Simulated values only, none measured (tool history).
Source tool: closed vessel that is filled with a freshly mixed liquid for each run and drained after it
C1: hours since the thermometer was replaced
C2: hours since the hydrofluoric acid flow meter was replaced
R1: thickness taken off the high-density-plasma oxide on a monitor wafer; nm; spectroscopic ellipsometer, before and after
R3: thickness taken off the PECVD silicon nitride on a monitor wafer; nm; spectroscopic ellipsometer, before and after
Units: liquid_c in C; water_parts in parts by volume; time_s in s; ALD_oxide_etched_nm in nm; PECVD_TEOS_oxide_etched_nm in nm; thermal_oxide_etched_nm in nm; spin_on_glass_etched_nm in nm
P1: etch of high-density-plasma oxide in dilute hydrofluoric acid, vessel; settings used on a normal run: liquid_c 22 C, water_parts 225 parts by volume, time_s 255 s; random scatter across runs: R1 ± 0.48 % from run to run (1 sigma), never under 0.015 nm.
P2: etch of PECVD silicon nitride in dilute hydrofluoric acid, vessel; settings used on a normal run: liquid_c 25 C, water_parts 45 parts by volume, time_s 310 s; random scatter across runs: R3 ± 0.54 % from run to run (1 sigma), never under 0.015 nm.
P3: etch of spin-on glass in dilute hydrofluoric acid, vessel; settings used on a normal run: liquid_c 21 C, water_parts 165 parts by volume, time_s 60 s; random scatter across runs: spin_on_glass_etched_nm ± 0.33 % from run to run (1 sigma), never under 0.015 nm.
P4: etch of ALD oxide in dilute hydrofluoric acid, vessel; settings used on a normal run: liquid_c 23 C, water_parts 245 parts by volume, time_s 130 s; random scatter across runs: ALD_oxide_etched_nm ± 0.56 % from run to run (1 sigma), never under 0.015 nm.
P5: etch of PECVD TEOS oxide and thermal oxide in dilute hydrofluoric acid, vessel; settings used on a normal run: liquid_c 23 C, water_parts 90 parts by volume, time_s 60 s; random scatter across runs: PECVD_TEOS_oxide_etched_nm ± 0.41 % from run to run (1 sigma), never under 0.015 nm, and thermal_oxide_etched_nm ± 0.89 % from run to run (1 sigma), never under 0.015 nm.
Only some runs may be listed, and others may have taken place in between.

run 1 day=0.35 | process=P1 liquid_c=22 water_parts=225 time_s=255 | C1=1085.9 C2=1088.9 | R1=4.8246
run 2 day=0.846 | process=P1 liquid_c=26 water_parts=70 time_s=255 | C1=1097.8 C2=1100.8 | R1=21.171
run 3 day=1.254 | process=P4 liquid_c=23 water_parts=245 time_s=130 | C1=1107.6 C2=1110.6 | ALD_oxide_etched_nm=5.4157
run 4 day=1.65 | process=P2 liquid_c=19.5 water_parts=45 time_s=310 | C1=1117.1 C2=1120.1 | R3=13.659
run 5 day=2.071 | process=P4 liquid_c=23 water_parts=245 time_s=130 | C1=1127.2 C2=1130.2 | ALD_oxide_etched_nm=5.3811
run 6 day=2.521 | process=P1 liquid_c=22 water_parts=225 time_s=255 | C1=1138 C2=1141 | R1=4.777
run 7 day=2.929 | process=P5 liquid_c=23 water_parts=90 time_s=30 | C1=1147.8 C2=1150.8 | PECVD_TEOS_oxide_etched_nm=5.0016 thermal_oxide_etched_nm=1.4421
run 8 day=3.346 | process=P5 liquid_c=23 water_parts=90 time_s=60 | C1=1157.8 C2=1160.8 | PECVD_TEOS_oxide_etched_nm=9.9541 thermal_oxide_etched_nm=2.9232
run 9 day=3.604 | process=P2 liquid_c=25 water_parts=45 time_s=310 | C1=1164 C2=1167 | R3=19.896
run 10 day=3.829 | process=P1 liquid_c=22 water_parts=225 time_s=255 | C1=1169.4 C2=1172.4 | R1=4.7326
run 11 day=4.225 | process=P1 liquid_c=22 water_parts=360 time_s=255 | C1=1178.9 C2=1181.9 | R1=2.6183
run 12 day=4.446 | process=P3 liquid_c=17 water_parts=165 time_s=60 | C1=1184.2 C2=1187.2 | spin_on_glass_etched_nm=6.4656
run 13 day=4.858 | process=P1 liquid_c=22 water_parts=100 time_s=255 | C1=1194.1 C2=1197.1 | R1=12.177
run 14 day=5.271 | process=P3 liquid_c=21 water_parts=50 time_s=60 | C1=1204 C2=1207 | spin_on_glass_etched_nm=28.386
run 15 day=5.612 | process=P2 liquid_c=25 water_parts=20 time_s=310 | C1=1212.2 C2=1215.2 | R3=43.6
run 16 day=5.954 | process=P4 liquid_c=31 water_parts=245 time_s=130 | C1=1220.4 C2=1223.4 | ALD_oxide_etched_nm=7.093
run 17 day=6.262 | process=P1 liquid_c=22 water_parts=365 time_s=40 | C1=1227.8 C2=1230.8 | R1=0.40535
run 18 day=6.496 | process=P1 liquid_c=29.5 water_parts=340 time_s=255 | C1=1233.4 C2=1236.4 | R1=3.5982
run 19 day=6.971 | process=P1 liquid_c=22 water_parts=225 time_s=255 | C1=1244.8 C2=1247.8 | R1=4.7377
run 20 day=7.25 | process=P2 liquid_c=25 water_parts=45 time_s=150 | C1=1251.5 C2=1254.5 | R3=9.5879
-- day=7.454 hydrofluoric acid flow meter replaced
run 21 day=7.633 | process=P1 liquid_c=17 water_parts=225 time_s=255 | C1=1260.7 C2=4.3 | R1=3.9515
run 22 day=8 | process=P1 liquid_c=22 water_parts=225 time_s=135 | C1=1269.5 C2=13.1 | R1=2.5205
run 23 day=8.312 | process=P5 liquid_c=23 water_parts=125 time_s=60 | C1=1277 C2=20.6 | PECVD_TEOS_oxide_etched_nm=6.9384 thermal_oxide_etched_nm=2.0137

The next listed run, before its measurement:
run 24 day=8.796 | process=P1 liquid_c=22 water_parts=225 time_s=255 | C1=1288.6 C2=32.2 | R1=?

R1: 4.7364 nm
